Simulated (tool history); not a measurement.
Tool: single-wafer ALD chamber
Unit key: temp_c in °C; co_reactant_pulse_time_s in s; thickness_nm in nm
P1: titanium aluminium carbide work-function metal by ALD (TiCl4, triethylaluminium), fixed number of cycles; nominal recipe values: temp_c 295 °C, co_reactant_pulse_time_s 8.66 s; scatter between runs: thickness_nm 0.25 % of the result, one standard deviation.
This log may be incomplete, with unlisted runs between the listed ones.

run,hour,temp_c,co_reactant_pulse_time_s,hours since the last thermocouple change,hours since the last triethylaluminium bottle change,thickness_nm
1,9.5,295,8.66,627.8,1081.9,1.9431
2,18.1,279,11.79,636.4,1090.5,1.8765
3,26.2,295,8.66,644.5,1098.6,1.9485
4,32.3,275,8.66,650.6,1104.7,1.7811
5,37.3,295,8.66,655.6,1109.7,1.9511
6,43.4,316,8.66,661.7,1115.8,2.1331
7,49.1,295,12.35,667.4,1121.5,2.0275
8,55.1,295,3.33,673.4,1127.5,1.4017
9,60.9,295,8.66,679.2,1133.3,1.9563
10,67.0,295,8.66,685.3,1139.4,1.9559
11,73.4,295,8.66,691.7,1145.8,1.9520

Run 12, settings as shown, results not yet in. Your forecast:
12,82.1,295,8.66,700.4,1154.5,?

thickness_nm: 1.9319 nm

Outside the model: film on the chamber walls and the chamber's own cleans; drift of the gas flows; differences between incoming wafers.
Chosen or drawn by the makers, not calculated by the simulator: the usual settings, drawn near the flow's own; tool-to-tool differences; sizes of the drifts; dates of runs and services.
